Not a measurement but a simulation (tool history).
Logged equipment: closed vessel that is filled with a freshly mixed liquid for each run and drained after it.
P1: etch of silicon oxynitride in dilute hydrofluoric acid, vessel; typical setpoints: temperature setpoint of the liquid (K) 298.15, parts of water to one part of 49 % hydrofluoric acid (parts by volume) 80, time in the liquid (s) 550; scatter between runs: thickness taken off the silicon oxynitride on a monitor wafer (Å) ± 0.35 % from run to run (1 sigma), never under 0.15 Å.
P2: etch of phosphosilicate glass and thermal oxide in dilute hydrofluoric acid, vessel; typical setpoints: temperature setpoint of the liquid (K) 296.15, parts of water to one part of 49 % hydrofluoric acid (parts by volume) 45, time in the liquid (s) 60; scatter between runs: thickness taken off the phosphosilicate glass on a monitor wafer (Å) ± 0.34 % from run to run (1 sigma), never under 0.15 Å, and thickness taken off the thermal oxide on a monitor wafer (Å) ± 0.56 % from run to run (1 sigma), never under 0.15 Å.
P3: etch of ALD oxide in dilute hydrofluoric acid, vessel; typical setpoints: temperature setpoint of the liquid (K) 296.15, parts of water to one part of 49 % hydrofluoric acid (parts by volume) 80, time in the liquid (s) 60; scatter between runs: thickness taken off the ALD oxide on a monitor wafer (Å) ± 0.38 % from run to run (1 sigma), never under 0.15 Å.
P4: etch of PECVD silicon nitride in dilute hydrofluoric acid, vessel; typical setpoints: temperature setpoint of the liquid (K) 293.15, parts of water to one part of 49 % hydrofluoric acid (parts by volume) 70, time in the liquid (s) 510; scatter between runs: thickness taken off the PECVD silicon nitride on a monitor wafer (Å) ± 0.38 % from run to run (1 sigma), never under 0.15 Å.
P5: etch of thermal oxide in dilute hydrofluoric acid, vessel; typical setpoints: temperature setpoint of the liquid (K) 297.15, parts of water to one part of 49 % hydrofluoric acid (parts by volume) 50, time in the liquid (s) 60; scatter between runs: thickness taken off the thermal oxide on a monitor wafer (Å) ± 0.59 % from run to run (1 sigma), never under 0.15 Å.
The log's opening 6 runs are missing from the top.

run,day,process that ran,temperature setpoint of the liquid (K),parts of water to one part of 49 % hydrofluoric acid (parts by volume),time in the liquid (s),hours since the thermometer was replaced,hours since the hydrofluoric acid flow meter was replaced,thickness taken off the silicon oxynitride on a monitor wafer (Å),thickness taken off the ALD oxide on a monitor wafer (Å),thickness taken off the phosphosilicate glass on a monitor wafer (Å),thickness taken off the thermal oxide on a monitor wafer (Å),thickness taken off the PECVD silicon nitride on a monitor wafer (Å)
7,1.800,P1,298.15,25,55,1686.4,1393.1,56.3160,,,,
8,2.062,P1,298.15,80,550,1692.7,1399.4,168.9000,,,,
9,2.225,P4,293.15,20,510,1696.6,1403.3,,,,,788.47
10,2.488,P2,296.15,20,60,1702.9,1409.6,,,3752.6,142.020,
# day 2.717: hydrofluoric acid flow meter replaced
11,2.758,P2,290.15,45,60,1709.4,1.0,,,1257.5,47.461,
12,3.000,P1,298.15,135,550,1715.2,6.8,95.6780,,,,
13,3.288,P1,298.15,20,550,1722.1,13.7,709.4700,,,,
14,3.496,P3,296.15,80,60,1727.1,18.7,,73.365,,,
15,3.750,P3,296.15,80,95,1733.2,24.8,,116.230,,,
16,3.962,P4,293.15,70,930,1738.3,29.9,,,,,431.64
17,4.238,P1,298.15,80,550,1744.9,36.5,168.6900,,,,
18,4.450,P2,296.15,45,60,1750.0,41.6,,,1615.9,61.364,
19,4.675,P1,298.15,80,550,1755.4,47.0,167.7600,,,,
20,4.825,P1,298.15,80,30,1759.0,50.6,9.1912,,,,
21,5.054,P5,291.65,50,60,1764.5,56.1,,,,45.796,
22,5.350,P4,293.15,70,510,1771.6,63.2,,,,,237.13
23,5.642,P4,293.15,70,510,1778.6,70.2,,,,,238.99
24,5.967,P5,297.15,50,60,1786.4,78.0,,,,58.319,
25,6.217,P1,293.15,80,550,1792.4,84.0,133.2800,,,,
26,6.379,P1,303.65,80,550,1796.3,87.9,216.8100,,,,
27,6.583,P5,297.15,20,60,1801.2,92.8,,,,150.970,
28,6.858,P4,301.65,70,510,1807.8,99.4,,,,,413.71
29,7.154,P5,297.15,50,30,1814.9,106.5,,,,29.359,

Predict the results of run 30:
30,7.388,P2,296.15,45,30,1820.5,112.1,,,?,?,

Run 30 produced thickness taken off the phosphosilicate glass on a monitor wafer (Å) 805.6, thickness taken off the thermal oxide on a monitor wafer (Å) 30.949.
